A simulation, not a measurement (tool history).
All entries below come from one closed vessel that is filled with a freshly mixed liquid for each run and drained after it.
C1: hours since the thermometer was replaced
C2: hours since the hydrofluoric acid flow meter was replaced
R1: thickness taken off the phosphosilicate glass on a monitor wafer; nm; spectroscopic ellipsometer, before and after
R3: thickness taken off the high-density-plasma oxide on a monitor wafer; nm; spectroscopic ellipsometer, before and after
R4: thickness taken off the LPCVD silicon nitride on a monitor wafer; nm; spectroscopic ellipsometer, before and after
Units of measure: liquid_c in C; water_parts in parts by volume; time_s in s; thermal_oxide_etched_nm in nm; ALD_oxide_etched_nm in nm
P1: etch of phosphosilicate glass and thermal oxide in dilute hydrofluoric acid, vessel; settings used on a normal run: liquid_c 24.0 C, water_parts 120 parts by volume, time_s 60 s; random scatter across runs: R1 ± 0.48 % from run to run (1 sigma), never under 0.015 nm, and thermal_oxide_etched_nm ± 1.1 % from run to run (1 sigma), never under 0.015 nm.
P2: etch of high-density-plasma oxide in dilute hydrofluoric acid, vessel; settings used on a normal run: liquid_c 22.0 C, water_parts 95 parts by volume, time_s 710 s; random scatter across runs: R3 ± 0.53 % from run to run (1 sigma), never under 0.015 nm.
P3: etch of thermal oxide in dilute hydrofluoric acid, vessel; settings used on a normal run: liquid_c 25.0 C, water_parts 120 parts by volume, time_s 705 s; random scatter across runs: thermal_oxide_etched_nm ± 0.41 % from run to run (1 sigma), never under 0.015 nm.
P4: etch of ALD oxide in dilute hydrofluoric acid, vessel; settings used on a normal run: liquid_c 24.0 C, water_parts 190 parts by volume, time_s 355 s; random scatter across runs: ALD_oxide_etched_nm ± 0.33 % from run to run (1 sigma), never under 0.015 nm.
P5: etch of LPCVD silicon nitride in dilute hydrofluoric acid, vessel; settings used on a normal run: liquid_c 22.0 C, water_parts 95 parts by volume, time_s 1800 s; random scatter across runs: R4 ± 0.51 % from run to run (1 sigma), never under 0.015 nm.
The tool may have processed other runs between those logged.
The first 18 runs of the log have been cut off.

{"run": 19, "hour": 114.8, "process": "P4", "liquid_c": 24.0, "water_parts": 190, "time_s": 515, "C1": 43.2, "C2": 565.0, "ALD_oxide_etched_nm": 27.616}
{"run": 20, "hour": 119.3, "process": "P1", "liquid_c": 24.0, "water_parts": 120, "time_s": 60, "C1": 47.7, "C2": 569.5, "R1": 29.705, "thermal_oxide_etched_nm": 2.2824}
{"run": 21, "hour": 124.8, "process": "P2", "liquid_c": 22.0, "water_parts": 135, "time_s": 710, "C1": 53.2, "C2": 575.0, "R3": 27.097}
{"run": 22, "hour": 132.2, "process": "P1", "liquid_c": 24.0, "water_parts": 120, "time_s": 60, "C1": 60.6, "C2": 582.4, "R1": 29.4, "thermal_oxide_etched_nm": 2.2312}
{"run": 23, "hour": 139.4, "process": "P4", "liquid_c": 30.5, "water_parts": 190, "time_s": 355, "C1": 67.8, "C2": 589.6, "ALD_oxide_etched_nm": 23.942}
{"run": 24, "hour": 146.9, "process": "P5", "liquid_c": 18.0, "water_parts": 95, "time_s": 1800, "C1": 75.3, "C2": 597.1, "R4": 5.5209}
{"run": 25, "hour": 153.8, "process": "P3", "liquid_c": 25.0, "water_parts": 120, "time_s": 705, "C1": 82.2, "C2": 604.0, "thermal_oxide_etched_nm": 27.211}
{"run": 26, "hour": 160.5, "process": "P1", "liquid_c": 24.0, "water_parts": 120, "time_s": 60, "C1": 88.9, "C2": 610.7, "R1": 29.5, "thermal_oxide_etched_nm": 2.1965}
{"run": 27, "hour": 168.6, "process": "P1", "liquid_c": 19.5, "water_parts": 120, "time_s": 60, "C1": 97.0, "C2": 618.8, "R1": 24.754, "thermal_oxide_etched_nm": 1.8945}
{"run": 28, "hour": 177.1, "process": "P2", "liquid_c": 27.0, "water_parts": 95, "time_s": 710, "C1": 105.5, "C2": 627.3, "R3": 48.625}
{"run": 29, "hour": 183.7, "process": "P3", "liquid_c": 25.0, "water_parts": 165, "time_s": 705, "C1": 112.1, "C2": 633.9, "thermal_oxide_etched_nm": 18.808}
{"run": 30, "hour": 188.0, "process": "P4", "liquid_c": 24.0, "water_parts": 190, "time_s": 355, "C1": 116.4, "C2": 638.2, "ALD_oxide_etched_nm": 19.028}
{"run": 31, "hour": 194.1, "process": "P1", "liquid_c": 24.0, "water_parts": 120, "time_s": 60, "C1": 122.5, "C2": 644.3, "R1": 29.203, "thermal_oxide_etched_nm": 2.2174}
{"run": 32, "hour": 202.8, "process": "P5", "liquid_c": 22.0, "water_parts": 95, "time_s": 1800, "C1": 131.2, "C2": 653.0, "R4": 7.2753}
{"run": 33, "hour": 208.5, "process": "P1", "liquid_c": 19.5, "water_parts": 120, "time_s": 30, "C1": 136.9, "C2": 658.7, "R1": 12.3, "thermal_oxide_etched_nm": 0.92414}
{"run": 34, "hour": 212.3, "process": "P1", "liquid_c": 24.0, "water_parts": 120, "time_s": 60, "C1": 140.7, "C2": 662.5, "R1": 29.511, "thermal_oxide_etched_nm": 2.2056}
{"run": 35, "hour": 219.9, "process": "P1", "liquid_c": 24.0, "water_parts": 120, "time_s": 60, "C1": 148.3, "C2": 670.1, "R1": 29.942, "thermal_oxide_etched_nm": 2.287}

Run 36, settings as shown, results not yet in. Your forecast:
{"run": 36, "hour": 227.7, "process": "P1", "liquid_c": 24.0, "water_parts": 120, "time_s": 60, "C1": 156.1, "C2": 677.9, "R1": "?", "thermal_oxide_etched_nm": "?"}

Run 36 gave R1 30.442 nm, thermal_oxide_etched_nm 2.29770 nm.
